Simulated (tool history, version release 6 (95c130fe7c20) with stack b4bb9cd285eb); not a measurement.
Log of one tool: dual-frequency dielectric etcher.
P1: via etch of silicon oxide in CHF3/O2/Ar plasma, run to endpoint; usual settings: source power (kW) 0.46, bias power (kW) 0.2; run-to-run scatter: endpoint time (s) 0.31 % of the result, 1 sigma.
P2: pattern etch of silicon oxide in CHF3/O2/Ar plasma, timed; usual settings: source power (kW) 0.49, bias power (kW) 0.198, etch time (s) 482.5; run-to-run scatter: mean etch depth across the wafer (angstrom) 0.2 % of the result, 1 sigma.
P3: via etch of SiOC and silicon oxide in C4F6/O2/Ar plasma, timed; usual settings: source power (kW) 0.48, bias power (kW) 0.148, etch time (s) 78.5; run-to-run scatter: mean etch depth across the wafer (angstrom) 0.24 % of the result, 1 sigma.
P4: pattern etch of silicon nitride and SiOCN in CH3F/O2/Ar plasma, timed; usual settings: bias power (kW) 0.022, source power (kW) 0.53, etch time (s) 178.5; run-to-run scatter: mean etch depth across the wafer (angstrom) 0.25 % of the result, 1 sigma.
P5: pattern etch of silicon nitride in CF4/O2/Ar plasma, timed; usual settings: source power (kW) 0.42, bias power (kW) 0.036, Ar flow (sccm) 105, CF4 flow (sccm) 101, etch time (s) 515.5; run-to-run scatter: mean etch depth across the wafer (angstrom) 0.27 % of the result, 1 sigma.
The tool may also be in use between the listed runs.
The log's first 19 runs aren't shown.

run	hour	process that ran	source power (kW)	bias power (kW)	etch time (s)	Ar flow (sccm)	CF4 flow (sccm)	endpoint time (s)	mean etch depth across the wafer (angstrom)
20	107.4	P4	0.53	0.022	250.5				351.14
21	113.1	P2	0.49	0.198	482.5				8950.8
22	120	P1	0.46	0.157				245.55	
23	125.6	P1	0.46	0.266				203.26	
24	132.8	P3	0.48	0.148	78.5				887.11
25	139.8	P2	0.49	0.198	701				12996
26	144.6	P1	0.46	0.2				224.43	
27	148.7	P5	0.42	0.036	515.5	105	101		7361.8
28	154.8	P5	0.42	0.047	515.5	105	101		8071.4
29	160.2	P1	0.46	0.2				226.14	
30	167.4	P4	0.53	0.022	178.5				250.45
31	171.3	P1	0.56	0.2				208.99	
32	178.2	P2	0.49	0.157	482.5				8266.6
33	185.2	P1	0.46	0.2				225.42	
34	191.2	P1	0.46	0.2				227.02	
35	198.3	P1	0.46	0.2				227.69	
36	202.1	P1	0.46	0.2				227.26	
37	205.5	P1	0.46	0.2				228.61	
38	212.8	P1	0.46	0.2				228.36	
# hour 215.7: wet clean of the chamber
39	218.2	P1	0.46	0.2				230.11	
40	224.9	P1	0.46	0.2				229.33	
41	230.4	P1	0.46	0.2				229.22	

The next listed run, before its measurement:
42	236.3	P1	0.46	0.2				?	

Run 42 gave endpoint time (s) 228.29.

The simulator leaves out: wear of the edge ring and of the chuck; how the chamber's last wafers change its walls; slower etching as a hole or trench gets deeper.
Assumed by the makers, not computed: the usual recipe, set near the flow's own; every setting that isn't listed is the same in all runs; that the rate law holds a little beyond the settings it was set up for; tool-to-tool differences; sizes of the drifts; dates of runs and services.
